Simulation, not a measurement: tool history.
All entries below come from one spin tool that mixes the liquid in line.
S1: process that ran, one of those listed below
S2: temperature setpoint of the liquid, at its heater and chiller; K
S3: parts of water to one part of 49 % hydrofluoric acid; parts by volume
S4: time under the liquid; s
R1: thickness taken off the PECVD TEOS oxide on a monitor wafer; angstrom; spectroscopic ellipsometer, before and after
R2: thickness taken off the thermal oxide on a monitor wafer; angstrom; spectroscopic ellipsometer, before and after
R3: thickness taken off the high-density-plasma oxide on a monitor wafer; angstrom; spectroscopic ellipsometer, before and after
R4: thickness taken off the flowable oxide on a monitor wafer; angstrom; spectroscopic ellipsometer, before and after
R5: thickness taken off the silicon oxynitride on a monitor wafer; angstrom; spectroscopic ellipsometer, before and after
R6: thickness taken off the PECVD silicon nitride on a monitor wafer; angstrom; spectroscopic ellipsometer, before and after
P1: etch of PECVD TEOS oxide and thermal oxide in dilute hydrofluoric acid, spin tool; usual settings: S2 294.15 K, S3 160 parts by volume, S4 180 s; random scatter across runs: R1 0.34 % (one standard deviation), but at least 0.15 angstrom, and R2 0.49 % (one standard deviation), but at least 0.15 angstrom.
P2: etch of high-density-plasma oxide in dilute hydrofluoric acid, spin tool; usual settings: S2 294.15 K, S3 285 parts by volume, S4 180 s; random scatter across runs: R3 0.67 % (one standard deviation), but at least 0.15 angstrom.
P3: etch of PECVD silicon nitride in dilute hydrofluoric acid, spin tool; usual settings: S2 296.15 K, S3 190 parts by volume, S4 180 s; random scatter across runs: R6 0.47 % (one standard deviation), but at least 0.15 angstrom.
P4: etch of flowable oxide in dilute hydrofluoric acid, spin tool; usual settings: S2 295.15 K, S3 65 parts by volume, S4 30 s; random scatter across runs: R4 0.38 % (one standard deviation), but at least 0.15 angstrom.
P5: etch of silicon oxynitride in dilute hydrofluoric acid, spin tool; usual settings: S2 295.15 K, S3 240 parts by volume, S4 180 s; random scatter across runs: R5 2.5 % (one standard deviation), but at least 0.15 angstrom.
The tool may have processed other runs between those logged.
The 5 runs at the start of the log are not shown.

{"run": 6, "hour": 51.5, "S1": "P1", "S2": 290.15, "S3": 160, "S4": 180, "R1": 201.94, "R2": 36.526}
{"run": 7, "hour": 62.7, "S1": "P1", "S2": 294.15, "S3": 160, "S4": 300, "R1": 393.82, "R2": 70.982}
{"run": 8, "hour": 73.6, "S1": "P4", "S2": 295.15, "S3": 65, "S4": 30, "R4": 106.78}
{"run": 9, "hour": 79.2, "S1": "P2", "S2": 294.15, "S3": 285, "S4": 180, "R3": 34.491}
{"run": 10, "hour": 89.6, "S1": "P5", "S2": 290.15, "S3": 240, "S4": 180, "R5": 7.0555}
{"run": 11, "hour": 96.7, "S1": "P1", "S2": 294.15, "S3": 160, "S4": 180, "R1": 237.56, "R2": 42.399}
{"run": 12, "hour": 109.2, "S1": "P5", "S2": 295.15, "S3": 240, "S4": 180, "R5": 8.6785}
{"run": 13, "hour": 119.3, "S1": "P1", "S2": 294.15, "S3": 35, "S4": 180, "R1": 1254.6, "R2": 224.39}
{"run": 14, "hour": 125.7, "S1": "P1", "S2": 294.15, "S3": 100, "S4": 95, "R1": 213.26, "R2": 38.338}
{"run": 15, "hour": 134.6, "S1": "P2", "S2": 294.15, "S3": 285, "S4": 330, "R3": 62.752}
{"run": 16, "hour": 141.7, "S1": "P4", "S2": 295.15, "S3": 65, "S4": 55, "R4": 194.01}
{"run": 17, "hour": 152.8, "S1": "P2", "S2": 290.15, "S3": 285, "S4": 180, "R3": 29.238}
{"run": 18, "hour": 165.0, "S1": "P3", "S2": 296.15, "S3": 190, "S4": 180, "R6": 50.223}
{"run": 19, "hour": 177.3, "S1": "P1", "S2": 294.15, "S3": 160, "S4": 180, "R1": 239.17, "R2": 42.757}
{"run": 20, "hour": 187.5, "S1": "P1", "S2": 294.15, "S3": 160, "S4": 180, "R1": 237.51, "R2": 43.014}
{"run": 21, "hour": 197.3, "S1": "P1", "S2": 294.15, "S3": 160, "S4": 180, "R1": 236.22, "R2": 42.691}
{"run": 22, "hour": 206.2, "S1": "P3", "S2": 296.15, "S3": 190, "S4": 180, "R6": 50.171}
{"run": 23, "hour": 216.7, "S1": "P1", "S2": 294.15, "S3": 160, "S4": 80, "R1": 105.83, "R2": 19.057}
{"run": 24, "hour": 224.0, "S1": "P5", "S2": 295.15, "S3": 240, "S4": 305, "R5": 14.964}

Expected results for the next run?
{"run": 25, "hour": 233.9, "S1": "P3", "S2": 296.15, "S3": 190, "S4": 55, "R6": "?"}

R6: 15.119 angstrom
